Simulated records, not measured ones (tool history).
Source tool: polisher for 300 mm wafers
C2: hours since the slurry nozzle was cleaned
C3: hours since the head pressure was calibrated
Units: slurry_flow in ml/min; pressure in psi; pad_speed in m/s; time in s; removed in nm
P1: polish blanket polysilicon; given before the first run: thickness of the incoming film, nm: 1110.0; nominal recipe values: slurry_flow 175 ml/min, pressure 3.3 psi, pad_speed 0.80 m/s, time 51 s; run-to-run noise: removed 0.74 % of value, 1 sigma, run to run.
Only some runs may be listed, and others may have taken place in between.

{"run": 1, "hour": 15.3, "slurry_flow": 175, "pressure": 3.3, "pad_speed": 0.8, "time": 51, "wafers polished on this pad": 878, "C2": 443.4, "C3": 658.8, "removed": 416.7}
{"run": 2, "hour": 26.1, "slurry_flow": 175, "pressure": 3.3, "pad_speed": 0.36, "time": 51, "wafers polished on this pad": 1055, "C2": 454.2, "C3": 669.6, "removed": 187.61}
{"run": 3, "hour": 38.5, "slurry_flow": 175, "pressure": 2.4, "pad_speed": 0.8, "time": 51, "wafers polished on this pad": 1258, "C2": 466.6, "C3": 682.0, "removed": 303.88}
{"run": 4, "hour": 55.9, "slurry_flow": 220, "pressure": 3.3, "pad_speed": 0.8, "time": 65, "wafers polished on this pad": 1542, "C2": 484.0, "C3": 699.4, "removed": 544.31}
{"run": 5, "hour": 73.0, "slurry_flow": 105, "pressure": 3.3, "pad_speed": 0.8, "time": 51, "wafers polished on this pad": 1822, "C2": 501.1, "C3": 716.5, "removed": 380.14}
{"run": 6, "hour": 82.3, "slurry_flow": 175, "pressure": 3.3, "pad_speed": 1.14, "time": 51, "wafers polished on this pad": 1974, "C2": 510.4, "C3": 725.8, "removed": 594.76}
{"run": 7, "hour": 94.6, "slurry_flow": 175, "pressure": 3.3, "pad_speed": 0.8, "time": 29, "wafers polished on this pad": 2175, "C2": 522.7, "C3": 738.1, "removed": 237.18}
{"run": 8, "hour": 108.0, "slurry_flow": 175, "pressure": 3.3, "pad_speed": 0.8, "time": 51, "wafers polished on this pad": 2395, "C2": 536.1, "C3": 751.5, "removed": 418.9}
{"run": 9, "hour": 121.1, "slurry_flow": 240, "pressure": 2.3, "pad_speed": 0.8, "time": 51, "wafers polished on this pad": 2609, "C2": 549.2, "C3": 764.6, "removed": 304.66}
{"run": 10, "hour": 138.8, "slurry_flow": 175, "pressure": 3.3, "pad_speed": 0.8, "time": 51, "wafers polished on this pad": 2898, "C2": 566.9, "C3": 782.3, "removed": 415.88}
{"run": 11, "hour": 154.0, "slurry_flow": 175, "pressure": 5.1, "pad_speed": 0.8, "time": 51, "wafers polished on this pad": 3147, "C2": 582.1, "C3": 797.5, "removed": 644.55}
{"run": 12, "hour": 164.8, "slurry_flow": 235, "pressure": 3.3, "pad_speed": 0.8, "time": 51, "wafers polished on this pad": 3324, "C2": 592.9, "C3": 808.3, "removed": 433.15}
{"run": 13, "hour": 175.6, "slurry_flow": 175, "pressure": 3.3, "pad_speed": 0.8, "time": 69, "wafers polished on this pad": 3500, "C2": 603.7, "C3": 819.1, "removed": 561.94}
{"run": 14, "hour": 191.9, "slurry_flow": 175, "pressure": 3.3, "pad_speed": 0.8, "time": 51, "wafers polished on this pad": 3767, "C2": 620.0, "C3": 835.4, "removed": 411.22}
{"run": 15, "hour": 202.2, "slurry_flow": 175, "pressure": 3.3, "pad_speed": 0.8, "time": 51, "wafers polished on this pad": 3935, "C2": 630.3, "C3": 845.7, "removed": 411.44}
{"run": 16, "hour": 212.9, "slurry_flow": 175, "pressure": 3.3, "pad_speed": 0.8, "time": 51, "wafers polished on this pad": 4110, "C2": 641.0, "C3": 856.4, "removed": 411.21}

For run 17, what comes out?
{"run": 17, "hour": 228.8, "slurry_flow": 175, "pressure": 3.3, "pad_speed": 0.8, "time": 51, "wafers polished on this pad": 4370, "C2": 656.9, "C3": 872.3, "removed": "?"}

Logged for run 17: removed 403.99 nm.
